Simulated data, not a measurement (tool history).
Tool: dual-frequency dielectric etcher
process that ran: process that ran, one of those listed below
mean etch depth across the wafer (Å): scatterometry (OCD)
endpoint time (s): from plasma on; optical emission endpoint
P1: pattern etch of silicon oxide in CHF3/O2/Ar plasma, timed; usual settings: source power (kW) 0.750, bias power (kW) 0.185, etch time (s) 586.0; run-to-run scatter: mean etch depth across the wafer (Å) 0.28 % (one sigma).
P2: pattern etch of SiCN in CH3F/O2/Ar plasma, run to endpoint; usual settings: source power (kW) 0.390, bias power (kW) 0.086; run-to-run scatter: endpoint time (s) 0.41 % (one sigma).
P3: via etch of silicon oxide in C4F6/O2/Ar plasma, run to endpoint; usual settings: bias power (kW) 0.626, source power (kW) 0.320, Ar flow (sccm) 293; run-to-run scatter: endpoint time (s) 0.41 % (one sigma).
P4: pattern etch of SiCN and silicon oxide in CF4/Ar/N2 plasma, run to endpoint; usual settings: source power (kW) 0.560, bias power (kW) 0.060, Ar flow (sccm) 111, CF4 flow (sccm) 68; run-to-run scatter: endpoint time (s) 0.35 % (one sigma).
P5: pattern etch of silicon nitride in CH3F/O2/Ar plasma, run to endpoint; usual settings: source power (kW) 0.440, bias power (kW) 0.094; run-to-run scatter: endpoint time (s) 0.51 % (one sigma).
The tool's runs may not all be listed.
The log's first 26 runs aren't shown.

run,hour,process that ran,source power (kW),bias power (kW),etch time (s),Ar flow (sccm),CF4 flow (sccm),mean etch depth across the wafer (Å),endpoint time (s)
27,124.0,P4,0.560,0.060,,111,81,,14.866
28,128.8,P1,0.450,0.185,586.0,,,10365,
29,133.2,P1,0.870,0.185,322.5,,,7356,
30,140.0,P5,0.440,0.094,,,,,59.076
31,143.2,P3,0.320,0.626,,293,,,17.601
32,147.9,P3,0.320,0.626,,222,,,16.893
33,152.0,P1,0.750,0.185,586.0,,,12599,
34,157.9,P1,0.750,0.185,586.0,,,12620,
35,163.5,P1,0.750,0.185,586.0,,,12537,
36,169.1,P1,0.750,0.185,586.0,,,12507,
37,172.4,P1,0.750,0.185,586.0,,,12451,

Forecast run 38:
38,175.5,P1,0.750,0.185,586.0,,,?,

{"run 38": {"mean etch depth across the wafer (Å)": 12463}}

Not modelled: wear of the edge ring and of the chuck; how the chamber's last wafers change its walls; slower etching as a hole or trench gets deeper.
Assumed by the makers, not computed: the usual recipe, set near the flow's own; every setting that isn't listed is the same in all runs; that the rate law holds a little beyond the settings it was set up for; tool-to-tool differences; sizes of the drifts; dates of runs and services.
